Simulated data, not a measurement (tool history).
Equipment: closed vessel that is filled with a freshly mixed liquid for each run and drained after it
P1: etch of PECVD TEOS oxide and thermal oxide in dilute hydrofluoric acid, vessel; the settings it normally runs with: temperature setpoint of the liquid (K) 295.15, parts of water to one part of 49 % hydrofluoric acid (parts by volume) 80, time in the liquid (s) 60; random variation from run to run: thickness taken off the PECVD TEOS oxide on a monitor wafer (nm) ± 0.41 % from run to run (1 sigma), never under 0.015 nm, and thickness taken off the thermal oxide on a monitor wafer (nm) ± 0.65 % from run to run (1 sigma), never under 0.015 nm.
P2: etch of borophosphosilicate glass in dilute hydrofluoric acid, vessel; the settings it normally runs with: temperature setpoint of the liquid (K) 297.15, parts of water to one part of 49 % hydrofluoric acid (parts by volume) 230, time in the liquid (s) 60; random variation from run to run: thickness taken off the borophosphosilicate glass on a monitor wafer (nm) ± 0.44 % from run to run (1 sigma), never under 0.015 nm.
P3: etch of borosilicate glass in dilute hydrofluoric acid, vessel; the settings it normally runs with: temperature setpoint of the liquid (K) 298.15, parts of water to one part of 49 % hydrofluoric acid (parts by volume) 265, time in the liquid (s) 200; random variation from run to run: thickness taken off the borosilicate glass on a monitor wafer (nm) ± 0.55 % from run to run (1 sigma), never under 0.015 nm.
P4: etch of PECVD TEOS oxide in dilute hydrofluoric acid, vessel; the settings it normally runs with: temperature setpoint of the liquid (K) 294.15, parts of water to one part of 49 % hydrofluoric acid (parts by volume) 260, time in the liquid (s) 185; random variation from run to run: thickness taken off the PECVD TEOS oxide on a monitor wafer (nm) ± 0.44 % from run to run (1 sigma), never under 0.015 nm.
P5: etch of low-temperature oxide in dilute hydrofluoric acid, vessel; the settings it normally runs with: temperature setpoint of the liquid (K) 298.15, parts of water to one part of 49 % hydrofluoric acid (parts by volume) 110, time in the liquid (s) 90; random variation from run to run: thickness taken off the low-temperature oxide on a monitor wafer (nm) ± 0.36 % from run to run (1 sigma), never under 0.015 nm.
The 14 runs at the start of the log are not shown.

| run | hour | process that ran | temperature setpoint of the liquid (K) | parts of water to one part of 49 % hydrofluoric acid (parts by volume) | time in the liquid (s) | hours since the thermometer was replaced | hours since the hydrofluoric acid flow meter was replaced | thickness taken off the PECVD TEOS oxide on a monitor wafer (nm) | thickness taken off the thermal oxide on a monitor wafer (nm) | thickness taken off the borosilicate glass on a monitor wafer (nm) | thickness taken off the low-temperature oxide on a monitor wafer (nm) | thickness taken off the borophosphosilicate glass on a monitor wafer (nm) |
|---|---|---|---|---|---|---|---|---|---|---|---|---|
| 15 | 50.5 | P1 | 295.15 | 35 | 60 | 367.7 | 387.3 | 40.1570 | 8.5236 |  |  |  |
| 16 | 53.0 | P1 | 290.15 | 35 | 60 | 370.2 | 389.8 | 32.4740 | 6.8889 |  |  |  |
| 17 | 57.3 | P4 | 294.15 | 120 | 185 | 374.5 | 394.1 | 27.5520 |  |  |  |  |
| 18 | 60.5 | P1 | 295.15 | 80 | 30 | 377.7 | 397.3 | 8.2935 | 1.7609 |  |  |  |
| 19 | 63.3 | P5 | 303.65 | 110 | 90 | 380.5 | 400.1 |  |  |  | 13.756 |  |
| 20 | 66.3 | P4 | 294.15 | 260 | 30 | 383.5 | 403.1 | 1.7956 |  |  |  |  |
| 21 | 70.1 | P2 | 297.15 | 230 | 60 | 387.3 | 406.9 |  |  |  |  | 11.3260 |
| 22 | 72.9 | P2 | 290.15 | 230 | 60 | 390.1 | 409.7 |  |  |  |  | 8.6867 |
| 23 | 75.5 | P3 | 298.15 | 265 | 200 | 392.7 | 412.3 |  |  | 21.3670 |  |  |
| 24 | 79.2 | P4 | 290.65 | 260 | 185 | 396.4 | 416.0 | 9.6866 |  |  |  |  |
| 25 | 81.7 | P1 | 300.15 | 45 | 60 | 398.9 | 418.5 | 37.9350 | 7.8675 |  |  |  |
| 26 | 85.6 | P1 | 295.15 | 80 | 60 | 402.8 | 422.4 | 16.6210 | 3.5160 |  |  |  |
| 27 | 87.7 | P3 | 304.15 | 265 | 200 | 404.9 | 424.5 |  |  | 26.0250 |  |  |
| 28 | 92.0 | P5 | 298.15 | 110 | 90 | 409.2 | 428.8 |  |  |  | 11.160 |  |

Run 29, settings as shown, results not yet in. Your forecast:
| 29 | 94.4 | P3 | 298.15 | 265 | 30 | 411.6 | 431.2 |  |  | ? |  |  |

Run 29 yielded thickness taken off the borosilicate glass on a monitor wafer (nm) 3.2021.
